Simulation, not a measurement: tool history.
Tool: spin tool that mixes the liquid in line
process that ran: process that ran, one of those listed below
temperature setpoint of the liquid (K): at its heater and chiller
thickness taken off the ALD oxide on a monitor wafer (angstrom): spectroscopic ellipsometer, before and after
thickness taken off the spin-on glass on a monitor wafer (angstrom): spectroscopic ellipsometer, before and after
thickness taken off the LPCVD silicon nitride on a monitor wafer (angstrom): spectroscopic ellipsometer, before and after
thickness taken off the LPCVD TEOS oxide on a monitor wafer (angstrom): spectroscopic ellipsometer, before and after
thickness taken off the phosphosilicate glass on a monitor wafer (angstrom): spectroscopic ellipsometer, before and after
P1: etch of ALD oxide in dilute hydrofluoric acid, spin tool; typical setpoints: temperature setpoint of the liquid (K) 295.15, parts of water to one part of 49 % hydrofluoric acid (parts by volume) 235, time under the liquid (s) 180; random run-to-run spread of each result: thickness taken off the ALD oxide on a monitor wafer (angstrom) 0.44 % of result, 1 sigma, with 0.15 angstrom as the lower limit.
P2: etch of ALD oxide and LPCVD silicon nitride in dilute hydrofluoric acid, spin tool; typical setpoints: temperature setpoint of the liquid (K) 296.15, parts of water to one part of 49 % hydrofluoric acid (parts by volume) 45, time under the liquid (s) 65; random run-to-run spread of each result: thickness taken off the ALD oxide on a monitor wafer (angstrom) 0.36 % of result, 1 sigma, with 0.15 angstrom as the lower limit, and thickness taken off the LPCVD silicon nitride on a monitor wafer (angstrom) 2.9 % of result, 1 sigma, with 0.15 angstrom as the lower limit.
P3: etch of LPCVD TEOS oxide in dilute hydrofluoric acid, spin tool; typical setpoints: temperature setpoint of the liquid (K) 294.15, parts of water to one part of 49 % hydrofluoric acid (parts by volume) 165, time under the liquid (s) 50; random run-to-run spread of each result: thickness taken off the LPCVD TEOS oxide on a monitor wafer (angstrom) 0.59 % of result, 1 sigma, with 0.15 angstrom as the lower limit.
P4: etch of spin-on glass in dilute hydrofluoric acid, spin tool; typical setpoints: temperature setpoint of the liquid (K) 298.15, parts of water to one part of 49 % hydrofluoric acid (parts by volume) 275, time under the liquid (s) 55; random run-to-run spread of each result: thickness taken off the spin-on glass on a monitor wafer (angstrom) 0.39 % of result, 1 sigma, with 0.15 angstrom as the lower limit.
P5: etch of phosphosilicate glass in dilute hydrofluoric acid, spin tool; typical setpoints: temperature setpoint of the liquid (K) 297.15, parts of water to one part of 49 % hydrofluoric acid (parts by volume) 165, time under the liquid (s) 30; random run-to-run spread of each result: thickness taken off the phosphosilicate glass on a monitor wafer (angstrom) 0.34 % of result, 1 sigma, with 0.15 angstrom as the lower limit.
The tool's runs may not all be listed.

run,hour,process that ran,temperature setpoint of the liquid (K),parts of water to one part of 49 % hydrofluoric acid (parts by volume),time under the liquid (s),thickness taken off the ALD oxide on a monitor wafer (angstrom),thickness taken off the spin-on glass on a monitor wafer (angstrom),thickness taken off the LPCVD silicon nitride on a monitor wafer (angstrom),thickness taken off the LPCVD TEOS oxide on a monitor wafer (angstrom),thickness taken off the phosphosilicate glass on a monitor wafer (angstrom)
1,15.8,P1,295.15,235,180,145.97,,,,
2,32.6,P1,295.15,65,105,373.57,,,,
3,40.3,P1,295.15,235,180,147.01,,,,
4,52,P1,295.15,235,325,268.72,,,,
5,60,P1,295.15,235,180,146.74,,,,
6,67.6,P1,295.15,345,180,90.644,,,,
7,84.8,P4,298.15,415,55,,39.486,,,
8,95.6,P1,295.15,140,180,273.67,,,,
9,104.1,P1,301.15,235,180,181.66,,,,
10,119,P2,296.15,45,65,227.25,,8.1654,,
11,136.2,P2,296.15,70,65,141.3,,5.2844,,
12,144,P3,294.15,60,50,,,,144.92,
13,154.1,P2,296.15,45,120,423.5,,14.17,,
14,167.4,P4,298.15,275,55,,67.856,,,
15,181.4,P1,295.15,235,180,147.45,,,,
16,196.1,P3,294.15,165,50,,,,47.242,
17,212,P5,297.15,165,15,,,,,79.363
18,227.8,P3,294.15,165,50,,,,46.468,
19,238.3,P2,304.65,45,65,321.07,,14.441,,
20,250.8,P5,291.15,165,30,,,,,125.46
21,258.4,P5,297.15,165,30,,,,,158.74
22,269.2,P1,291.15,235,180,126.96,,,,
23,282.2,P1,295.15,235,15,12.476,,,,
24,294.2,P1,295.15,235,180,147.88,,,,
25,306.8,P1,290.15,420,180,58.768,,,,
26,321.1,P4,298.15,275,55,,67.863,,,
27,332.9,P3,290.15,165,50,,,,39.99,
28,344.4,P4,298.15,275,15,,18.676,,,
29,360.3,P3,294.15,165,15,,,,14.006,
30,368.1,P5,297.15,265,30,,,,,88.609
31,377.6,P4,290.65,275,55,,51.702,,,
32,389,P5,297.15,165,30,,,,,159.15
33,406.1,P1,295.15,235,180,148.03,,,,
34,415.5,P1,295.15,235,180,143.43,,,,
35,426,P1,295.15,235,180,139.34,,,,
36,439.4,P1,295.15,235,180,136.99,,,,
37,451.8,P1,295.15,235,180,135.83,,,,
38,459.4,P1,295.15,235,180,135.5,,,,
39,469.1,P1,295.15,235,180,135.3,,,,
40,476.5,P1,295.15,235,180,134.36,,,,
41,490.3,P1,295.15,235,180,135.2,,,,
42,497.8,P1,295.15,235,180,134.66,,,,

Compared with where it was, what P1 gives has crept away. Each cause listed below fits the log as well as the rest, at the size given for it:
A: liquid colder than its thermometer reads (K) = 2.43
B: hydrofluoric acid flow below the setpoint (%) = 7.09
Onset of the creep was near hour 406.1.

Consider the 4 check runs below, whose results appear as question marks and each of which averages 5 wafers. Which one distinguishes the causes, in that each cause would give it a clearly different result?
check 1,505.3,P4,293.15,275,55,,?,,,
check 2,505.3,P2,304.15,65,65,?,,?,,
check 3,505.3,P5,294.15,255,30,,,,,?
check 4,505.3,P3,290.15,165,15,,,,?,

What every check run would give for each of its results, assuming each possible cause in turn:
check,result,if A,if B
check 1,thickness taken off the spin-on glass on a monitor wafer (angstrom),51.931,51.865
check 2,thickness taken off the ALD oxide on a monitor wafer (angstrom),192.55,195.08
check 2,thickness taken off the LPCVD silicon nitride on a monitor wafer (angstrom),7.8164,8.4857
check 3,thickness taken off the phosphosilicate glass on a monitor wafer (angstrom),76.314,76.26
check 4,thickness taken off the LPCVD TEOS oxide on a monitor wafer (angstrom),10.854,11.013
How far apart the two closest causes lie, in the result that separates them most: check 1 0.13 %; check 2 8.22 %; check 3 0.07 %; check 4 1.46 %
The causes can be told apart only by check 2. The other checks would give nearly the same results under each of them.

After running check 2, the following was obtained: thickness taken off the ALD oxide on a monitor wafer (angstrom) 195.54; thickness taken off the LPCVD silicon nitride on a monitor wafer (angstrom) 8.2667. Which cause does this point to?

It is B: hydrofluoric acid flow below the setpoint (%).
